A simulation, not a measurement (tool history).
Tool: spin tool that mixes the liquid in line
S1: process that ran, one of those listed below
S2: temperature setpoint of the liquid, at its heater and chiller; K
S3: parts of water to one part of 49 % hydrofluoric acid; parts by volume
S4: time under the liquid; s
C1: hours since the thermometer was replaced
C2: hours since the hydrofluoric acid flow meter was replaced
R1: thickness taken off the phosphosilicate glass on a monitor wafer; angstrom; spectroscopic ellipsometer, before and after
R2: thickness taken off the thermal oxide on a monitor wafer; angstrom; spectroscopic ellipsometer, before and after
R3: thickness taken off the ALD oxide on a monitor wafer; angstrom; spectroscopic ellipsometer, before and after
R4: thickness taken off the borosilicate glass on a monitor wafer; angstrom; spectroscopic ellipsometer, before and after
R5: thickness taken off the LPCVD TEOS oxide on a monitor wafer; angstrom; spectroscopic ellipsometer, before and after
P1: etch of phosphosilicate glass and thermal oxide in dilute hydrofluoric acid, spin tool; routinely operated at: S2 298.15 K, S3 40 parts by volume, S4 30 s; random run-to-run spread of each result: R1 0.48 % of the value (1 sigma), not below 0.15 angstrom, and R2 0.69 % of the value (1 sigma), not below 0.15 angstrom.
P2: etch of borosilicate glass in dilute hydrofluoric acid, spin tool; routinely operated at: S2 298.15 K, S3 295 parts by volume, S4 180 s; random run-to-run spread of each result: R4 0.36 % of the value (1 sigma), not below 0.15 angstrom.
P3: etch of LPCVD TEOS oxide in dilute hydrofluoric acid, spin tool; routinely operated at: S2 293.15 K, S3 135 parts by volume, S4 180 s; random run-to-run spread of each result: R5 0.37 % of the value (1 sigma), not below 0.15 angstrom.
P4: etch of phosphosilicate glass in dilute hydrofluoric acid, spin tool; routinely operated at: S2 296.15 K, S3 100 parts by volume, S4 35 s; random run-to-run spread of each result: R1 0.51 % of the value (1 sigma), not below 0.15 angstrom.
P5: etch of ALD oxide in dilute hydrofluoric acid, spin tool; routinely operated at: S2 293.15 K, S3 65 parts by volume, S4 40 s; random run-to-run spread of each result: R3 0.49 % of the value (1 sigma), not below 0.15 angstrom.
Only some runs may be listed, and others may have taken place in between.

run 1 hour=3.6 | S1=P1 S2=298.15 S3=40 S4=30 | C1=1968.1 C2=652.2 | R1=521.75 R2=39.753
run 2 hour=7.0 | S1=P1 S2=298.15 S3=25 S4=30 | C1=1971.5 C2=655.6 | R1=850.63 R2=65.404
run 3 hour=9.4 | S1=P5 S2=298.65 S3=65 S4=40 | C1=1973.9 C2=658.0 | R3=103.540
run 4 hour=13.8 | S1=P1 S2=298.15 S3=65 S4=30 | C1=1978.3 C2=662.4 | R1=310.32 R2=23.845
run 5 hour=17.4 | S1=P5 S2=293.15 S3=110 S4=40 | C1=1981.9 C2=666.0 | R3=45.674
run 6 hour=22.2 | S1=P4 S2=296.15 S3=100 S4=35 | C1=1986.7 C2=670.8 | R1=372.51
run 7 hour=26.1 | S1=P1 S2=298.15 S3=40 S4=30 | C1=1990.6 C2=674.7 | R1=523.36 R2=39.835
run 8 hour=29.4 | S1=P2 S2=298.15 S3=295 S4=340 | C1=1993.9 C2=678.0 | R4=240.27
run 9 hour=33.7 | S1=P1 S2=298.15 S3=40 S4=30 | C1=1998.2 C2=682.3 | R1=524.19 R2=39.975
run 10 hour=38.8 | S1=P1 S2=298.15 S3=25 S4=60 | C1=2003.3 C2=687.4 | R1=1707.00 R2=131.340
run 11 hour=41.6 | S1=P5 S2=293.15 S3=65 S4=40 | C1=2006.1 C2=690.2 | R3=82.375
run 12 hour=46.1 | S1=P1 S2=298.15 S3=40 S4=30 | C1=2010.6 C2=694.7 | R1=520.43 R2=39.878
run 13 hour=48.8 | S1=P2 S2=298.15 S3=110 S4=180 | C1=2013.3 C2=697.4 | R4=419.51
run 14 hour=53.1 | S1=P1 S2=293.65 S3=40 S4=30 | C1=2017.6 C2=701.7 | R1=430.64 R2=33.477
run 15 hour=56.8 | S1=P2 S2=298.15 S3=295 S4=180 | C1=2021.3 C2=705.4 | R4=127.10
run 16 hour=60.0 | S1=P3 S2=293.15 S3=135 S4=15 | C1=2024.5 C2=708.6 | R5=34.775
run 17 hour=64.8 | S1=P1 S2=298.15 S3=40 S4=50 | C1=2029.3 C2=713.4 | R1=864.53 R2=67.430
run 18 hour=68.7 | S1=P4 S2=296.15 S3=100 S4=20 | C1=2033.2 C2=717.3 | R1=212.07
run 19 hour=73.0 | S1=P3 S2=293.15 S3=135 S4=180 | C1=2037.5 C2=721.6 | R5=421.670
run 20 hour=77.7 | S1=P1 S2=298.15 S3=40 S4=30 | C1=2042.2 C2=726.3 | R1=521.54 R2=40.186
run 21 hour=80.3 | S1=P1 S2=298.15 S3=40 S4=15 | C1=2044.8 C2=728.9 | R1=261.61 R2=19.627
run 22 hour=83.5 | S1=P1 S2=298.15 S3=40 S4=30 | C1=2048.0 C2=732.1 | R1=522.52 R2=40.327
run 23 hour=86.5 | S1=P3 S2=290.15 S3=135 S4=180 | C1=2051.0 C2=735.1 | R5=371.740
run 24 hour=89.7 | S1=P3 S2=293.15 S3=20 S4=180 | C1=2054.2 C2=738.3 | R5=3242.500
run 25 hour=93.8 | S1=P2 S2=292.15 S3=295 S4=180 | C1=2058.3 C2=742.4 | R4=102.57
run 26 hour=96.1 | S1=P1 S2=306.15 S3=40 S4=30 | C1=2060.6 C2=744.7 | R1=719.72 R2=55.681
run 27 hour=100.0 | S1=P4 S2=296.15 S3=185 S4=35 | C1=2064.5 C2=748.6 | R1=181.44
run 28 hour=102.9 | S1=P4 S2=302.15 S3=100 S4=35 | C1=2067.4 C2=751.5 | R1=473.20
run 29 hour=106.5 | S1=P5 S2=293.15 S3=65 S4=20 | C1=2071.0 C2=755.1 | R3=41.090
run 30 hour=111.1 | S1=P1 S2=298.15 S3=40 S4=30 | C1=2075.6 C2=759.7 | R1=522.36 R2=40.389
run 31 hour=115.7 | S1=P1 S2=298.15 S3=40 S4=30 | C1=2080.2 C2=764.3 | R1=539.24 R2=41.153
run 32 hour=118.6 | S1=P1 S2=298.15 S3=40 S4=30 | C1=2083.1 C2=767.2 | R1=545.72 R2=42.242
run 33 hour=122.5 | S1=P1 S2=298.15 S3=40 S4=30 | C1=2087.0 C2=771.1 | R1=555.08 R2=42.044
run 34 hour=124.9 | S1=P1 S2=298.15 S3=40 S4=30 | C1=2089.4 C2=773.5 | R1=558.00 R2=42.595
run 35 hour=129.8 | S1=P1 S2=298.15 S3=40 S4=30 | C1=2094.3 C2=778.4 | R1=558.06 R2=43.090
run 36 hour=134.8 | S1=P1 S2=298.15 S3=40 S4=30 | C1=2099.3 C2=783.4 | R1=565.08 R2=43.285
run 37 hour=139.5 | S1=P1 S2=298.15 S3=40 S4=30 | C1=2104.0 C2=788.1 | R1=566.41 R2=42.580
run 38 hour=142.2 | S1=P1 S2=298.15 S3=40 S4=30 | C1=2106.7 C2=790.8 | R1=563.47 R2=43.373
run 39 hour=144.6 | S1=P1 S2=298.15 S3=40 S4=30 | C1=2109.1 C2=793.2 | R1=568.73 R2=43.885
run 40 hour=149.4 | S1=P1 S2=298.15 S3=40 S4=30 | C1=2113.9 C2=798.0 | R1=569.48 R2=43.546
run 41 hour=153.1 | S1=P1 S2=298.15 S3=40 S4=30 | C1=2117.6 C2=801.7 | R1=568.32 R2=43.686

The output of P1 has drifted from where it used to be. Each of the 2 causes below, taken at the size shown beside it, accounts for the log equally well:
A: hydrofluoric acid flow above the setpoint (%) = 8.15
B: liquid hotter than its thermometer reads (K) = 2.03
The gradual shift began around hour 111.1.

Question marks stand in for the results of the 4 check runs listed below, each run on one wafer. Under which run would the listed causes show clearly different results?
run check 1 hour=156.8 | S1=P4 S2=296.15 S3=100 S4=35 | R1=?
run check 2 hour=156.8 | S1=P2 S2=298.15 S3=295 S4=180 | R4=?
run check 3 hour=156.8 | S1=P3 S2=293.15 S3=135 S4=180 | R5=?
run check 4 hour=156.8 | S1=P5 S2=293.15 S3=65 S4=40 | R3=?

Expected result of each check under each candidate cause:
check=check_1 result=R1 if_A=407.51 if_B=404.63
check=check_2 result=R4 if_A=140.66 if_B=136.26
check=check_3 result=R5 if_A=460.140 if_B=456.270
check=check_4 result=R3 if_A=89.417 if_B=89.458
Smallest distance between any two causes, each pair judged by its most separating result, in per cent: check 1 0.71 %; check 2 3.18 %; check 3 0.85 %; check 4 0.05 %
Check 2 tells the causes apart: in the others they would give nearly the same result.

The results of check 2 are: R4 137.29 angstrom. Based on these, which of the listed causes is it?

The cause is B: liquid hotter than its thermometer reads (K).

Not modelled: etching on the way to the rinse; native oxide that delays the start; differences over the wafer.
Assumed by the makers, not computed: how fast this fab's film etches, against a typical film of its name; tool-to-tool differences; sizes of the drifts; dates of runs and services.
